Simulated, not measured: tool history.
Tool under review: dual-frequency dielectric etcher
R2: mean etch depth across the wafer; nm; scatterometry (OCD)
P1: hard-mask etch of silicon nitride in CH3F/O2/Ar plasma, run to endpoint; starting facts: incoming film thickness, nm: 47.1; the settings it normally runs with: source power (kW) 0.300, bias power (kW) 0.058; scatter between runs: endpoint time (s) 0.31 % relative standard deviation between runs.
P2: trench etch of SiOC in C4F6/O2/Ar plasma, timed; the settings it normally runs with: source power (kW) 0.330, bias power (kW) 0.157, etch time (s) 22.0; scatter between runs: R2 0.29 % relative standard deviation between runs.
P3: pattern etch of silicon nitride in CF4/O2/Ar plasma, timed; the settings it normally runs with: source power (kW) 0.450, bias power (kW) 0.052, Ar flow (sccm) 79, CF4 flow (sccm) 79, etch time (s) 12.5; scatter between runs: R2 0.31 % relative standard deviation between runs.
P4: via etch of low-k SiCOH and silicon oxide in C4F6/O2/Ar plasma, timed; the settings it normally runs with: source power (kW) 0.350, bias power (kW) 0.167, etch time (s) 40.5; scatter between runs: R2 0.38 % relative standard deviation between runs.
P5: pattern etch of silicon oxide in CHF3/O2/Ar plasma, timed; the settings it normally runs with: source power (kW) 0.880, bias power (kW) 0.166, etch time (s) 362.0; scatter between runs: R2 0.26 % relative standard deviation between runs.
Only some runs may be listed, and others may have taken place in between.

{"run": 1, "day": 0.492, "process that ran": "P1", "source power (kW)": 0.3, "bias power (kW)": 0.058, "endpoint time (s)": 83.35}
{"run": 2, "day": 0.992, "process that ran": "P4", "source power (kW)": 0.47, "bias power (kW)": 0.167, "etch time (s)": 40.5, "R2": 113.19}
{"run": 3, "day": 1.3, "process that ran": "P2", "source power (kW)": 0.33, "bias power (kW)": 0.124, "etch time (s)": 22.0, "R2": 37.567}
{"run": 4, "day": 1.767, "process that ran": "P1", "source power (kW)": 0.3, "bias power (kW)": 0.045, "endpoint time (s)": 91.204}
{"day": 2.179, "done": "source power generator calibrated"}
{"run": 5, "day": 2.367, "process that ran": "P4", "source power (kW)": 0.35, "bias power (kW)": 0.167, "etch time (s)": 40.5, "R2": 100.74}
{"run": 6, "day": 2.838, "process that ran": "P5", "source power (kW)": 0.88, "bias power (kW)": 0.166, "etch time (s)": 199.0, "R2": 438.34}
{"run": 7, "day": 3.329, "process that ran": "P1", "source power (kW)": 0.2, "bias power (kW)": 0.037, "endpoint time (s)": 112.83}
{"run": 8, "day": 3.7, "process that ran": "P2", "source power (kW)": 0.2, "bias power (kW)": 0.157, "etch time (s)": 22.0, "R2": 33.291}
{"run": 9, "day": 4.296, "process that ran": "P1", "source power (kW)": 0.3, "bias power (kW)": 0.058, "endpoint time (s)": 83.479}
{"run": 10, "day": 4.838, "process that ran": "P1", "source power (kW)": 0.3, "bias power (kW)": 0.058, "endpoint time (s)": 83.368}
{"run": 11, "day": 5.404, "process that ran": "P5", "source power (kW)": 0.88, "bias power (kW)": 0.166, "etch time (s)": 362.0, "R2": 795.99}
{"run": 12, "day": 5.967, "process that ran": "P3", "source power (kW)": 0.45, "bias power (kW)": 0.052, "etch time (s)": 12.5, "Ar flow (sccm)": 79, "CF4 flow (sccm)": 63, "R2": 21.239}
{"run": 13, "day": 6.238, "process that ran": "P1", "source power (kW)": 0.24, "bias power (kW)": 0.058, "endpoint time (s)": 90.935}
{"run": 14, "day": 6.771, "process that ran": "P5", "source power (kW)": 0.88, "bias power (kW)": 0.212, "etch time (s)": 362.0, "R2": 863.81}
{"run": 15, "day": 7.096, "process that ran": "P3", "source power (kW)": 0.45, "bias power (kW)": 0.032, "etch time (s)": 12.5, "Ar flow (sccm)": 79, "CF4 flow (sccm)": 79, "R2": 18.517}
{"run": 16, "day": 7.417, "process that ran": "P1", "source power (kW)": 0.19, "bias power (kW)": 0.044, "endpoint time (s)": 109.19}
{"run": 17, "day": 7.967, "process that ran": "P2", "source power (kW)": 0.33, "bias power (kW)": 0.157, "etch time (s)": 22.0, "R2": 40.305}
{"run": 18, "day": 8.242, "process that ran": "P3", "source power (kW)": 0.55, "bias power (kW)": 0.052, "etch time (s)": 12.5, "Ar flow (sccm)": 79, "CF4 flow (sccm)": 79, "R2": 26.099}
{"run": 19, "day": 8.783, "process that ran": "P3", "source power (kW)": 0.45, "bias power (kW)": 0.052, "etch time (s)": 17.0, "Ar flow (sccm)": 79, "CF4 flow (sccm)": 79, "R2": 29.989}
{"run": 20, "day": 9.138, "process that ran": "P1", "source power (kW)": 0.37, "bias power (kW)": 0.038, "endpoint time (s)": 87.741}
{"run": 21, "day": 9.525, "process that ran": "P4", "source power (kW)": 0.35, "bias power (kW)": 0.121, "etch time (s)": 40.5, "R2": 91.553}
{"run": 22, "day": 9.967, "process that ran": "P1", "source power (kW)": 0.3, "bias power (kW)": 0.081, "endpoint time (s)": 73.739}
{"run": 23, "day": 10.479, "process that ran": "P2", "source power (kW)": 0.33, "bias power (kW)": 0.157, "etch time (s)": 31.5, "R2": 57.753}
{"run": 24, "day": 11.075, "process that ran": "P1", "source power (kW)": 0.3, "bias power (kW)": 0.058, "endpoint time (s)": 84.05}
{"run": 25, "day": 11.446, "process that ran": "P3", "source power (kW)": 0.45, "bias power (kW)": 0.052, "etch time (s)": 12.5, "Ar flow (sccm)": 79, "CF4 flow (sccm)": 79, "R2": 21.949}
{"run": 26, "day": 11.854, "process that ran": "P1", "source power (kW)": 0.3, "bias power (kW)": 0.058, "endpoint time (s)": 83.663}
{"run": 27, "day": 12.229, "process that ran": "P4", "source power (kW)": 0.35, "bias power (kW)": 0.167, "etch time (s)": 23.0, "R2": 57.668}
{"run": 28, "day": 12.512, "process that ran": "P3", "source power (kW)": 0.45, "bias power (kW)": 0.052, "etch time (s)": 12.5, "Ar flow (sccm)": 62, "CF4 flow (sccm)": 79, "R2": 22.423}

Run 29 comes next. What will it give?
{"run": 29, "day": 12.971, "process that ran": "P1", "source power (kW)": 0.36, "bias power (kW)": 0.058, "endpoint time (s)": "?"}

Run 29 measured endpoint time (s) 77.714.

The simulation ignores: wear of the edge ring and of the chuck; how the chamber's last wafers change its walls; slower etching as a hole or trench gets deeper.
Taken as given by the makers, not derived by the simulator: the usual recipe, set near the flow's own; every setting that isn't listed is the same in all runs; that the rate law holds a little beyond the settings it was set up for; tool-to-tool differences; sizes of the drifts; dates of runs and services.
